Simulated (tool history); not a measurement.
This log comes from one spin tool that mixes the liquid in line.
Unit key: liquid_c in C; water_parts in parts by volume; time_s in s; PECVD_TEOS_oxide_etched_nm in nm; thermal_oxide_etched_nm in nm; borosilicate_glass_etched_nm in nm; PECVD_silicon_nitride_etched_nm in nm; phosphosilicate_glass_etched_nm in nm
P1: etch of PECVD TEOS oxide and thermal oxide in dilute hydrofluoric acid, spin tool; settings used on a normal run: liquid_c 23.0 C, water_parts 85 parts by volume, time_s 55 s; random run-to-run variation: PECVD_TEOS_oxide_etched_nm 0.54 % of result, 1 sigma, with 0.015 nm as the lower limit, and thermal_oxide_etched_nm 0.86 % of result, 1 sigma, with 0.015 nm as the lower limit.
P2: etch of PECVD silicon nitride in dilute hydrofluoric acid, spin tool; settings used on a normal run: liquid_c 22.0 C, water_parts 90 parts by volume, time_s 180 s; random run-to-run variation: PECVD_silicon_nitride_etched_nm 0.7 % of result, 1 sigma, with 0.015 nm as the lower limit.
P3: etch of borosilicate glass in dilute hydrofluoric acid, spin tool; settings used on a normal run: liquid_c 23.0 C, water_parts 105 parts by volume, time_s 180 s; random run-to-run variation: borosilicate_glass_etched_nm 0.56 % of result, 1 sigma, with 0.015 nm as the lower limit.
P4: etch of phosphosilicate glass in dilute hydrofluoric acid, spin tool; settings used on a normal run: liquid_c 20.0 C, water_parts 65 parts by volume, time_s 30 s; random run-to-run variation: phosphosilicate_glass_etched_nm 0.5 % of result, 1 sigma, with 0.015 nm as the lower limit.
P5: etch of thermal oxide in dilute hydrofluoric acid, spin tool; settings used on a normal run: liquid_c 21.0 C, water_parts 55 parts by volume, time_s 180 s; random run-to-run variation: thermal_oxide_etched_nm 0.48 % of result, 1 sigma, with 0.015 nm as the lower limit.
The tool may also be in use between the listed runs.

run,hour,process,liquid_c,water_parts,time_s,PECVD_TEOS_oxide_etched_nm,thermal_oxide_etched_nm,borosilicate_glass_etched_nm,PECVD_silicon_nitride_etched_nm,phosphosilicate_glass_etched_nm
1,11.6,P1,23.0,85,55,17.7540,2.98050,,,
2,20.6,P3,23.0,105,180,,,34.019,,
3,34.0,P2,17.0,90,180,,,,2.1492,
4,47.0,P1,18.5,85,15,4.0158,0.68020,,,
5,63.5,P4,20.0,65,30,,,,,24.629
6,74.9,P2,22.0,90,180,,,,2.9331,
7,90.1,P5,21.0,55,180,,14.36600,,,
8,101.1,P4,28.0,65,30,,,,,34.304
9,112.3,P5,21.0,55,180,,14.25600,,,
10,120.3,P1,17.5,85,55,14.2700,2.39730,,,
11,136.5,P5,21.0,55,15,,1.20980,,,
12,146.1,P5,21.0,100,180,,7.53010,,,
13,161.2,P1,23.0,140,55,10.1630,1.68290,,,
14,177.1,P3,23.0,30,180,,,131.790,,
15,192.9,P3,23.0,105,310,,,58.656,,
16,202.1,P4,20.0,20,30,,,,,85.115
17,216.4,P1,23.0,55,15,7.8055,1.31680,,,
18,224.3,P1,23.0,85,100,31.9200,5.39710,,,
19,240.0,P1,23.0,85,55,17.7060,2.97300,,,
20,252.8,P3,29.0,105,180,,,42.531,,
21,266.0,P2,22.0,90,180,,,,3.0578,
22,279.2,P1,30.0,85,55,23.5070,3.92020,,,
23,288.3,P1,23.0,85,15,4.8877,0.81846,,,
24,301.7,P5,27.0,55,180,,18.46800,,,
25,310.9,P1,23.0,85,55,17.7400,3.00000,,,
26,319.0,P4,20.0,65,60,,,,,49.999
27,327.5,P1,23.0,30,55,54.3380,8.99190,,,
28,344.0,P4,20.0,65,30,,,,,24.921
29,353.2,P1,23.0,85,55,17.8240,3.06000,,,
30,362.2,P2,22.0,125,180,,,,2.1240,
31,378.6,P2,22.0,90,335,,,,5.5708,
32,388.6,P1,23.0,50,85,49.0900,8.17750,,,
33,398.8,P1,23.0,85,55,17.8080,3.00140,,,
34,413.6,P1,23.0,85,55,17.3180,2.86000,,,

Run 35, settings as shown, results not yet in. Your forecast:
35,428.4,P1,23.0,85,55,?,?,,,

Run 35 yielded PECVD_TEOS_oxide_etched_nm 16.9200 nm, thermal_oxide_etched_nm 2.81700 nm.

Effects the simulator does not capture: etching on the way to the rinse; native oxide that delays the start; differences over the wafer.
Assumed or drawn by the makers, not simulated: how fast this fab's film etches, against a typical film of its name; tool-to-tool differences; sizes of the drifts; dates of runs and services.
